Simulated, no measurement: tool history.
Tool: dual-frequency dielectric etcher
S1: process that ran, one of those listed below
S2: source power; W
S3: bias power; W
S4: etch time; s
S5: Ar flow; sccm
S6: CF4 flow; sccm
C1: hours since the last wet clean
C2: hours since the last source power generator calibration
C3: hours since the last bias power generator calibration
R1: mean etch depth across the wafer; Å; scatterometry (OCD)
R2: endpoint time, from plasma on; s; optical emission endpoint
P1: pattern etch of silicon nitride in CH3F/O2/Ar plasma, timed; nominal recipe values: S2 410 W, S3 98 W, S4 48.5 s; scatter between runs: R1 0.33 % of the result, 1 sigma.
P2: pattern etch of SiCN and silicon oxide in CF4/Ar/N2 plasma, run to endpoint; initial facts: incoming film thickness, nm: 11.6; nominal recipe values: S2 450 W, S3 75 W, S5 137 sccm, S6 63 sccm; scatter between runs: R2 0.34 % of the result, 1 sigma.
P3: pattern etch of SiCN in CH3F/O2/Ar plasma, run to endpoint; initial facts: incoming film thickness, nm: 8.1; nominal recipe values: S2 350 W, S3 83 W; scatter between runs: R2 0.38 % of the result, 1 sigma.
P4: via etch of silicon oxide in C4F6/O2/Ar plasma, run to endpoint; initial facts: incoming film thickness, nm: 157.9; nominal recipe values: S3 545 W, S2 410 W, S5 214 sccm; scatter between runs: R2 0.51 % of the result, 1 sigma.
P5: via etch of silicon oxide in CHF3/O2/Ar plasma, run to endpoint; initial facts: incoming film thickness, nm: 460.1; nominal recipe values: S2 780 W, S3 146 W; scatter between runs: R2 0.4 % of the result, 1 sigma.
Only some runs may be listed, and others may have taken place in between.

run	day	S1	S2	S3	S4	S5	S6	C1	C2	C3	R1	R2
1	0.225	P1	410	98	48.5			394.2	3073.8	420.8	370.35	
2	0.367	P3	500	83				397.6	3077.2	424.2		18.917
3	0.496	P1	410	98	48.5			400.7	3080.3	427.3	369.56	
4	0.683	P2	450	75		137	42	405.2	3084.8	431.8		15.324
5	0.888	P3	350	112				410.1	3089.7	436.7		19.286
6	1.029	P4	280	545		214		413.5	3093.1	440.1		37.495
7	1.162	P1	410	98	48.5			416.7	3096.3	443.3	369.66	
8	1.300	P5	780	174				420.0	3099.6	446.6		215.030
9	1.454	P1	510	98	48.5			423.7	3103.3	450.3	401.91	
10	1.604	P5	780	146				427.3	3106.9	453.9		227.050
11	1.833	P5	780	146				432.8	3112.4	459.4		227.730
12	2.021	P1	410	136	48.5			437.3	3116.9	463.9	419.49	
13	2.221	P2	450	53		137	63	442.1	3121.7	468.7		16.253
14	2.342	P4	410	330		214		445.0	3124.6	471.6		39.157
15	2.471	P1	410	98	27.0			448.1	3127.7	474.7	206.01	
16	2.708	P2	450	75		137	63	453.8	3133.4	480.4		14.323
17	2.938	P4	410	545		166		459.3	3138.9	485.9		31.386
18	3.067	P3	350	83				462.4	3142.0	489.0		21.699
19	3.333	P5	600	146				468.8	3148.4	495.4		252.140
20	3.571	P4	410	545		214		474.5	3154.1	501.1		32.452
21	3.817	P1	410	98	72.0			480.4	3160.0	507.0	545.46	
22	4.058	P1	410	65	48.5			486.2	3165.8	512.8	320.60	
23	4.271	P1	410	98	48.5			491.3	3170.9	517.9	369.54	
24	4.533	P3	350	83				497.6	3177.2	524.2		21.664
25	4.796	P2	450	75		164	63	503.9	3183.5	530.5		14.701
26	5.058	P1	410	98	48.5			510.2	3189.8	536.8	369.79	
27	5.271	P4	410	545		214		515.3	3194.9	541.9		32.381
28	5.412	P2	310	75		137	63	518.7	3198.3	545.3		19.842
29	5.562	P1	270	98	60.0			522.3	3201.9	548.9	393.05	
30	5.804	P1	290	98	48.5			528.1	3207.7	554.7	325.13	
31	5.954	P1	410	98	48.5			531.7	3211.3	558.3	371.61	
32	6.129	P1	410	98	48.5			535.9	3215.5	562.5	367.69	
33	6.396	P1	410	98	48.5			542.3	3221.9	568.9	368.84	
34	6.583	P1	410	98	48.5			546.8	3226.4	573.4	365.28	
35	6.808	P1	410	98	48.5			552.2	3231.8	578.8	363.39	
# day 6.975: wet clean of the chamber
36	7.042	P1	410	98	48.5			1.6	3237.4	584.4	362.67	
37	7.283	P1	410	98	48.5			7.4	3243.2	590.2	364.27	
38	7.412	P1	410	98	48.5			10.5	3246.3	593.3	365.32	
39	7.583	P1	410	98	48.5			14.6	3250.4	597.4	363.13	
40	7.858	P1	410	98	48.5			21.2	3257.0	604.0	362.38	
41	8.008	P1	410	98	48.5			24.8	3260.6	607.6	364.55	

Something has made what P1 gives creep away from where it was; the 2 causes below, each at its own stated size, fit the log equally well:
A: source power that arrives under what is set, % = 4.63
B: bias power that arrives under what is set, % = 4.74
Creep in the process output first set in at about day 5.954.
Other possible causes, and why each is ruled out:
chamber walls in a state that lowers the etch rate, %: serviced at day 6.975, after the change had begun; the process did not return to its earlier output

Below are 4 check runs, each on a single wafer, with their results shown as question marks. Which of them would tell the listed causes apart, meaning the causes would give clearly different results under it?
check 1	8.158	P5	780	146								?
check 2	8.158	P3	350	83								?
check 3	8.158	P4	410	545		214						?
check 4	8.158	P2	450	75		137	63					?

Check results expected under each cause:
check	result	if A	if B
check 1	R2	231.500	230.750
check 2	R2	22.014	22.017
check 3	R2	33.010	33.039
check 4	R2	14.985	14.632
Per-check spread between the two closest causes, in the result where they differ most: check 1 0.32 %; check 2 0.02 %; check 3 0.09 %; check 4 2.38 %
Only in check 4 would the causes give clearly different results; in the remaining checks their results would be nearly the same.

Running check 4 produced the following: R2 14.954 s. Which one of the listed causes fits?

The correct cause is A, namely: source power that arrives under what is set, %.
